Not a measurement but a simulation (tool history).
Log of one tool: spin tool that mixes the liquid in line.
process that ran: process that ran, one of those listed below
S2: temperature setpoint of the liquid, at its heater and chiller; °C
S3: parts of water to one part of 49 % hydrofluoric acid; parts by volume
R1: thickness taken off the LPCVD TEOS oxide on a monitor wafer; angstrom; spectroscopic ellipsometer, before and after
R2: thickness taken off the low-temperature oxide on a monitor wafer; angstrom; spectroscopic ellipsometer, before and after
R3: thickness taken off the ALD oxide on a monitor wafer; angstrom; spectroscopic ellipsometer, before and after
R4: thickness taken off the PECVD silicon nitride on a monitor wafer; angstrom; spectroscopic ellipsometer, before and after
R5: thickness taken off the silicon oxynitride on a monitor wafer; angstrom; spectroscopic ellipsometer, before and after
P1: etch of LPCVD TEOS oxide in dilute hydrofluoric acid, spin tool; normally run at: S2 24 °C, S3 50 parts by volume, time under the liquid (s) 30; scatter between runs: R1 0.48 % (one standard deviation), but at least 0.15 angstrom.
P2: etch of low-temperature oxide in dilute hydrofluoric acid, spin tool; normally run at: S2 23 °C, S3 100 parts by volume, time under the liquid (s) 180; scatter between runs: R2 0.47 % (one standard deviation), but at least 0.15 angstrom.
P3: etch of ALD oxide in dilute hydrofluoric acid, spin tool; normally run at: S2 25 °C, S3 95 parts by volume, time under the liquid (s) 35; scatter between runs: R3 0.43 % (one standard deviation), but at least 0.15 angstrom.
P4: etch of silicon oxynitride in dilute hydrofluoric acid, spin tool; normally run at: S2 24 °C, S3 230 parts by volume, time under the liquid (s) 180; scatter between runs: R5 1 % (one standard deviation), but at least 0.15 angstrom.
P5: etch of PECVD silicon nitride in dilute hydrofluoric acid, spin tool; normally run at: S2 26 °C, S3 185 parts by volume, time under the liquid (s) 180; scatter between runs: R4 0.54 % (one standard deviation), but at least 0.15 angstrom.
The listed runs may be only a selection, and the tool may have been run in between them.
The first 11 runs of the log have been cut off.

{"run": 12, "hour": 169.4, "process that ran": "P4", "S2": 19, "S3": 230, "time under the liquid (s)": 180, "R5": 21.516}
{"run": 13, "hour": 180.4, "process that ran": "P1", "S2": 24, "S3": 50, "time under the liquid (s)": 30, "R1": 353.32}
{"run": 14, "hour": 191.7, "process that ran": "P3", "S2": 25, "S3": 95, "time under the liquid (s)": 35, "R3": 55.986}
{"run": 15, "hour": 199.8, "process that ran": "P1", "S2": 29, "S3": 50, "time under the liquid (s)": 30, "R1": 429.85}
{"run": 16, "hour": 210.8, "process that ran": "P5", "S2": 26, "S3": 185, "time under the liquid (s)": 180, "R4": 62.902}
{"run": 17, "hour": 219.4, "process that ran": "P3", "S2": 19, "S3": 95, "time under the liquid (s)": 35, "R3": 44.102}
{"run": 18, "hour": 230.1, "process that ran": "P5", "S2": 34, "S3": 185, "time under the liquid (s)": 180, "R4": 101.72}
{"run": 19, "hour": 245.1, "process that ran": "P1", "S2": 24, "S3": 50, "time under the liquid (s)": 15, "R1": 177.52}
{"run": 20, "hour": 257.9, "process that ran": "P4", "S2": 24, "S3": 370, "time under the liquid (s)": 180, "R5": 14.955}
{"run": 21, "hour": 266.3, "process that ran": "P4", "S2": 24, "S3": 230, "time under the liquid (s)": 180, "R5": 26.87}
{"run": 22, "hour": 280.0, "process that ran": "P1", "S2": 31, "S3": 50, "time under the liquid (s)": 15, "R1": 233.79}
{"run": 23, "hour": 292.9, "process that ran": "P3", "S2": 25, "S3": 155, "time under the liquid (s)": 35, "R3": 31.81}
{"run": 24, "hour": 310.2, "process that ran": "P1", "S2": 24, "S3": 85, "time under the liquid (s)": 30, "R1": 199.19}
{"run": 25, "hour": 327.3, "process that ran": "P1", "S2": 24, "S3": 50, "time under the liquid (s)": 30, "R1": 352.72}
{"run": 26, "hour": 344.3, "process that ran": "P1", "S2": 24, "S3": 50, "time under the liquid (s)": 30, "R1": 356.88}
{"run": 27, "hour": 353.4, "process that ran": "P1", "S2": 17, "S3": 25, "time under the liquid (s)": 30, "R1": 540.52}
{"run": 28, "hour": 367.1, "process that ran": "P1", "S2": 18.5, "S3": 85, "time under the liquid (s)": 30, "R1": 159.63}
{"run": 29, "hour": 383.3, "process that ran": "P5", "S2": 26, "S3": 185, "time under the liquid (s)": 15, "R4": 4.9352}
{"run": 30, "hour": 399.1, "process that ran": "P2", "S2": 31.5, "S3": 100, "time under the liquid (s)": 180, "R2": 405.66}
{"run": 31, "hour": 413.3, "process that ran": "P2", "S2": 23, "S3": 100, "time under the liquid (s)": 35, "R2": 57.184}
{"run": 32, "hour": 425.2, "process that ran": "P5", "S2": 26, "S3": 185, "time under the liquid (s)": 180, "R4": 62.877}
{"run": 33, "hour": 440.3, "process that ran": "P1", "S2": 24, "S3": 50, "time under the liquid (s)": 30, "R1": 357.89}

Run 34 has not been measured yet. What should we expect?
{"run": 34, "hour": 452.8, "process that ran": "P1", "S2": 24, "S3": 50, "time under the liquid (s)": 30, "R1": "?"}

{"run 34": {"R1": 365.69}}
